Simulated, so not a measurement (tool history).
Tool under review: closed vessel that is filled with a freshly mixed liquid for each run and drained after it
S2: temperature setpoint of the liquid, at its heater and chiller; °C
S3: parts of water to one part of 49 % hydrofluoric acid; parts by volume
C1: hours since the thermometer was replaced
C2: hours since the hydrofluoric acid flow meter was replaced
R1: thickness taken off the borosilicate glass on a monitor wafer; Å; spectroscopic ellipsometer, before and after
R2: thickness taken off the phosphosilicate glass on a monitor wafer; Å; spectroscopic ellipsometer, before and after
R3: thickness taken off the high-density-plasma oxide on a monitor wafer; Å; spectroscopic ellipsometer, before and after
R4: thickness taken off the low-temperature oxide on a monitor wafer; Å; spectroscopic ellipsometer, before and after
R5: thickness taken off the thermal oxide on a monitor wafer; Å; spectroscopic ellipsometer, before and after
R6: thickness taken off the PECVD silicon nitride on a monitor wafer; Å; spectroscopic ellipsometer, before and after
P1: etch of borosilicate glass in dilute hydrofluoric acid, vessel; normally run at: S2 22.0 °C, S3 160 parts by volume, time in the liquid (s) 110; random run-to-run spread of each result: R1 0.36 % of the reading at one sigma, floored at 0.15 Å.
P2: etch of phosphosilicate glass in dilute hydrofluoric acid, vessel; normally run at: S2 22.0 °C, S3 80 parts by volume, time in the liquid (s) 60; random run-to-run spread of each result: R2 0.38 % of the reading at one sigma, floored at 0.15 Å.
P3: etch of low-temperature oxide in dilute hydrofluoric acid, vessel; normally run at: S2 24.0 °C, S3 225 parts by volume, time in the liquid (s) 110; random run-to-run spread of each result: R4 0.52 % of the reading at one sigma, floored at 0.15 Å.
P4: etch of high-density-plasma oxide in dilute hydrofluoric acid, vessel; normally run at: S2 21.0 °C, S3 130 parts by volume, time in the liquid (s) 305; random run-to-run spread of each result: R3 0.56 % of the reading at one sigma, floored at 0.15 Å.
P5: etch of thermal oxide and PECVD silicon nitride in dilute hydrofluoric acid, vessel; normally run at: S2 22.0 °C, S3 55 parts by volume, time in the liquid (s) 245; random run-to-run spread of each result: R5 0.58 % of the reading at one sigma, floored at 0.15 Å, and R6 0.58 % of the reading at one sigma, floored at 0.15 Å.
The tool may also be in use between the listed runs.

{"run": 1, "hour": 16.3, "process that ran": "P1", "S2": 22.0, "S3": 160, "time in the liquid (s)": 110, "C1": 1961.7, "C2": 712.6, "R1": 171.66}
{"run": 2, "hour": 31.6, "process that ran": "P2", "S2": 22.0, "S3": 80, "time in the liquid (s)": 30, "C1": 1977.0, "C2": 727.9, "R2": 357.88}
{"run": 3, "hour": 40.1, "process that ran": "P4", "S2": 25.0, "S3": 130, "time in the liquid (s)": 305, "C1": 1985.5, "C2": 736.4, "R3": 255.36}
{"run": 4, "hour": 50.0, "process that ran": "P4", "S2": 21.0, "S3": 130, "time in the liquid (s)": 595, "C1": 1995.4, "C2": 746.3, "R3": 428.94}
{"run": 5, "hour": 63.1, "process that ran": "P1", "S2": 22.0, "S3": 160, "time in the liquid (s)": 110, "C1": 2008.5, "C2": 759.4, "R1": 172.6}
{"run": 6, "hour": 79.3, "process that ran": "P2", "S2": 22.0, "S3": 80, "time in the liquid (s)": 60, "C1": 2024.7, "C2": 775.6, "R2": 713.88}
{"run": 7, "hour": 90.1, "process that ran": "P2", "S2": 29.5, "S3": 80, "time in the liquid (s)": 60, "C1": 2035.5, "C2": 786.4, "R2": 958.62}
{"run": 8, "hour": 102.3, "process that ran": "P3", "S2": 24.0, "S3": 225, "time in the liquid (s)": 110, "C1": 2047.7, "C2": 798.6, "R4": 57.47}
{"run": 9, "hour": 112.3, "process that ran": "P1", "S2": 22.0, "S3": 160, "time in the liquid (s)": 45, "C1": 2057.7, "C2": 808.6, "R1": 70.459}
{"run": 10, "hour": 126.5, "process that ran": "P2", "S2": 22.0, "S3": 45, "time in the liquid (s)": 60, "C1": 2071.9, "C2": 822.8, "R2": 1326.2}
{"run": 11, "hour": 141.1, "process that ran": "P3", "S2": 24.0, "S3": 225, "time in the liquid (s)": 165, "C1": 2086.5, "C2": 837.4, "R4": 85.01}
{"run": 12, "hour": 150.3, "process that ran": "P4", "S2": 21.0, "S3": 130, "time in the liquid (s)": 305, "C1": 2095.7, "C2": 846.6, "R3": 220.86}
{"run": 13, "hour": 165.5, "process that ran": "P1", "S2": 22.0, "S3": 65, "time in the liquid (s)": 55, "C1": 2110.9, "C2": 861.8, "R1": 233.58}
{"run": 14, "hour": 174.2, "process that ran": "P4", "S2": 21.0, "S3": 130, "time in the liquid (s)": 305, "C1": 2119.6, "C2": 870.5, "R3": 220.14}
{"run": 15, "hour": 184.7, "process that ran": "P5", "S2": 22.0, "S3": 55, "time in the liquid (s)": 245, "C1": 2130.1, "C2": 881.0, "R5": 218.08, "R6": 217.54}
{"run": 16, "hour": 194.0, "process that ran": "P1", "S2": 22.0, "S3": 160, "time in the liquid (s)": 110, "C1": 2139.4, "C2": 890.3, "R1": 171.9}
{"run": 17, "hour": 207.0, "process that ran": "P1", "S2": 22.0, "S3": 60, "time in the liquid (s)": 110, "C1": 2152.4, "C2": 903.3, "R1": 513.23}
{"run": 18, "hour": 218.1, "process that ran": "P3", "S2": 17.0, "S3": 225, "time in the liquid (s)": 110, "C1": 2163.5, "C2": 914.4, "R4": 43.833}
{"run": 19, "hour": 227.3, "process that ran": "P1", "S2": 29.5, "S3": 160, "time in the liquid (s)": 110, "C1": 2172.7, "C2": 923.6, "R1": 228.53}
{"run": 20, "hour": 238.1, "process that ran": "P5", "S2": 22.0, "S3": 95, "time in the liquid (s)": 245, "C1": 2183.5, "C2": 934.4, "R5": 120.65, "R6": 127.32}
{"run": 21, "hour": 253.6, "process that ran": "P3", "S2": 24.0, "S3": 225, "time in the liquid (s)": 110, "C1": 2199.0, "C2": 949.9, "R4": 56.974}
{"run": 22, "hour": 265.8, "process that ran": "P1", "S2": 22.0, "S3": 160, "time in the liquid (s)": 110, "C1": 2211.2, "C2": 962.1, "R1": 171.17}
{"run": 23, "hour": 276.7, "process that ran": "P5", "S2": 17.0, "S3": 55, "time in the liquid (s)": 245, "C1": 2222.1, "C2": 973.0, "R5": 177.14, "R6": 154.33}
{"run": 24, "hour": 285.0, "process that ran": "P1", "S2": 22.0, "S3": 160, "time in the liquid (s)": 170, "C1": 2230.4, "C2": 981.3, "R1": 265.95}
{"run": 25, "hour": 292.6, "process that ran": "P1", "S2": 17.0, "S3": 160, "time in the liquid (s)": 110, "C1": 2238.0, "C2": 988.9, "R1": 140.61}
{"run": 26, "hour": 303.3, "process that ran": "P1", "S2": 22.0, "S3": 160, "time in the liquid (s)": 110, "C1": 2248.7, "C2": 999.6, "R1": 171.09}
{"run": 27, "hour": 317.7, "process that ran": "P4", "S2": 21.0, "S3": 200, "time in the liquid (s)": 305, "C1": 2263.1, "C2": 1014.0, "R3": 133.49}
{"run": 28, "hour": 332.7, "process that ran": "P5", "S2": 22.0, "S3": 55, "time in the liquid (s)": 75, "C1": 2278.1, "C2": 1029.0, "R5": 67.546, "R6": 66.934}
{"run": 29, "hour": 346.8, "process that ran": "P1", "S2": 22.0, "S3": 160, "time in the liquid (s)": 110, "C1": 2292.2, "C2": 1043.1, "R1": 171.89}
{"run": 30, "hour": 357.4, "process that ran": "P1", "S2": 22.0, "S3": 160, "time in the liquid (s)": 110, "C1": 2302.8, "C2": 1053.7, "R1": 172.77}
{"run": 31, "hour": 370.1, "process that ran": "P1", "S2": 22.0, "S3": 275, "time in the liquid (s)": 110, "C1": 2315.5, "C2": 1066.4, "R1": 88.591}
{"run": 32, "hour": 381.2, "process that ran": "P3", "S2": 24.0, "S3": 70, "time in the liquid (s)": 110, "C1": 2326.6, "C2": 1077.5, "R4": 219.46}
{"run": 33, "hour": 393.1, "process that ran": "P1", "S2": 22.0, "S3": 160, "time in the liquid (s)": 110, "C1": 2338.5, "C2": 1089.4, "R1": 171.84}
{"run": 34, "hour": 403.0, "process that ran": "P1", "S2": 22.0, "S3": 160, "time in the liquid (s)": 110, "C1": 2348.4, "C2": 1099.3, "R1": 166.75}
{"run": 35, "hour": 414.6, "process that ran": "P1", "S2": 22.0, "S3": 160, "time in the liquid (s)": 110, "C1": 2360.0, "C2": 1110.9, "R1": 164.46}
{"run": 36, "hour": 427.3, "process that ran": "P1", "S2": 22.0, "S3": 160, "time in the liquid (s)": 110, "C1": 2372.7, "C2": 1123.6, "R1": 161.55}

Forecast run 37:
{"run": 37, "hour": 438.4, "process that ran": "P1", "S2": 22.0, "S3": 160, "time in the liquid (s)": 110, "C1": 2383.8, "C2": 1134.7, "R1": "?"}

{"run 37": {"R1": 160.04}}
